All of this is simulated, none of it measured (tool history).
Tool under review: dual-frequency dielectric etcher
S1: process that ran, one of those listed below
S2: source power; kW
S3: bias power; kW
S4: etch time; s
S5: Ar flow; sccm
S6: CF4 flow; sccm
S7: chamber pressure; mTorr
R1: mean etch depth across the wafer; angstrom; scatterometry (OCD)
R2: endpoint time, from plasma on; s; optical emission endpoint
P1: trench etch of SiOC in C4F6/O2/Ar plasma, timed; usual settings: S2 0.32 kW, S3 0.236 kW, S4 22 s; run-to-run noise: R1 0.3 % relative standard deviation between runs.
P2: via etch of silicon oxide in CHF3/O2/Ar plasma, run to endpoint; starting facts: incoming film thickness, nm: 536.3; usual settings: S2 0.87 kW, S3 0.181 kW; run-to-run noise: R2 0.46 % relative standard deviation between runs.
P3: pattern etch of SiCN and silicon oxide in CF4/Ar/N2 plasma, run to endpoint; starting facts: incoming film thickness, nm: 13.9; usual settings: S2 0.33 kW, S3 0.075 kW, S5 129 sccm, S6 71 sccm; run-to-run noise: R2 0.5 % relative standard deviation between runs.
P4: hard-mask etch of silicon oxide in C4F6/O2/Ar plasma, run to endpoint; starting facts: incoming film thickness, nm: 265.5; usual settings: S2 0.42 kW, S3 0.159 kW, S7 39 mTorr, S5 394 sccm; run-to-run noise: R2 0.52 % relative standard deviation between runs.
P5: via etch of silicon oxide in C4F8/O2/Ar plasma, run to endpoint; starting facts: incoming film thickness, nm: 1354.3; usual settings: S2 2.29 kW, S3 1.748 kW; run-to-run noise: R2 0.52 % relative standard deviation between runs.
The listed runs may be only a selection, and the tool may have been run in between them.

run	day	S1	S2	S3	S4	S5	S6	S7	R1	R2
1	0.333	P1	0.32	0.236	22				457.8	
2	0.967	P1	0.25	0.283	22				445.05	
3	1.429	P1	0.45	0.236	22				524.28	
4	1.779	P1	0.32	0.302	27.5				626.77	
5	2.333	P3	0.33	0.075		79	71			20.833
6	3.062	P5	2.29	1.748						266.16
# day 3.308: bias power generator calibrated
7	3.625	P3	0.33	0.043		129	71			27.153
8	3.979	P1	0.19	0.236	22				378.93	
9	4.321	P4	0.42	0.159		394		39		95.972
10	4.929	P2	0.87	0.181						234.13
11	5.546	P2	1.22	0.181						205.7
12	6.192	P4	0.42	0.159		394		39		96.009
13	6.596	P4	0.42	0.159		312		39		93.736
14	7.304	P1	0.32	0.236	22				461.78	
15	7.642	P2	0.87	0.225						216.63
16	8.129	P5	3.15	1.748						235.74
17	8.854	P1	0.32	0.236	22				461.12	
18	9.438	P2	0.87	0.181						232.45
19	10.079	P1	0.32	0.236	13				271.92	
20	10.5	P1	0.32	0.236	22				460.38	
21	11.121	P3	0.33	0.075		129	71			22.583
22	11.667	P4	0.42	0.159		394		54		99.617
23	12.175	P1	0.32	0.236	22				460.28	
24	12.858	P5	2.29	2.227						251.55
25	13.496	P1	0.32	0.236	28				586.55	
26	13.992	P3	0.44	0.075		129	71			17.527
27	14.621	P1	0.32	0.181	22				420.84	
28	14.971	P4	0.59	0.159		394		39		84.09
29	15.625	P1	0.32	0.311	22				504.26	
30	16.129	P4	0.42	0.223		394		39		86.485
31	16.454	P3	0.33	0.075		129	44			23.871
32	16.779	P1	0.32	0.236	22				459.55	
33	17.354	P1	0.32	0.236	22				459.7	
34	17.892	P1	0.32	0.236	22				454.76	
35	18.588	P1	0.32	0.236	22				456.1	
36	18.988	P1	0.32	0.236	22				453.52	
37	19.308	P1	0.32	0.236	22				453.5	
# day 19.842: wet clean of the chamber
38	19.938	P1	0.32	0.236	22				454.08	
39	20.375	P1	0.32	0.236	22				453.28	
40	20.854	P1	0.32	0.236	22				453.72	
41	21.333	P1	0.32	0.236	22				451.14	
42	21.838	P1	0.32	0.236	22				451.34	
43	22.5	P1	0.32	0.236	22				453.46	
44	22.904	P1	0.32	0.236	22				452.3	

What P1 gives has crept off from where it sat before. The 2 causes that follow fit the log equally well, each at the size noted:
A: source power that arrives under what is set, % = 3.98
B: bias power that arrives under what is set, % = 4.48
The process output started creeping at around day 17.354.
What rules out each remaining cause:
chamber walls in a state that lowers the etch rate, %: serviced at day 19.842, after the change had begun; the process did not return to its earlier output

Which of the check runs below tells the causes apart, meaning the causes would give it clearly different results? Each run uses 3 wafers whose results are averaged, and each result is shown as a question mark.
check 1	23.308	P3	0.33	0.047		85	71			?
check 2	23.308	P4	0.57	0.213		394		39		?
check 3	23.308	P5	2.85	1.748						?
check 4	23.308	P2	1.18	0.218						?

What every check run would give for each of its results, assuming each possible cause in turn:
check	result	if A	if B
check 1	R2	25.4	24.837
check 2	R2	79.015	78.918
check 3	R2	249.04	248
check 4	R2	198.06	197.99
Minimum pairwise separation of causes per check, each pair taken at its best-separating result: check 1 2.24 %; check 2 0.12 %; check 3 0.42 %; check 4 0.04 %
The other checks would show nearly matching results whichever cause is true, so check 1 is the only one that separates the causes.

Check 1 has now been run. It gave: R2 25.269 s. Which of the candidate causes is it?

A is the cause: source power that arrives under what is set, %.
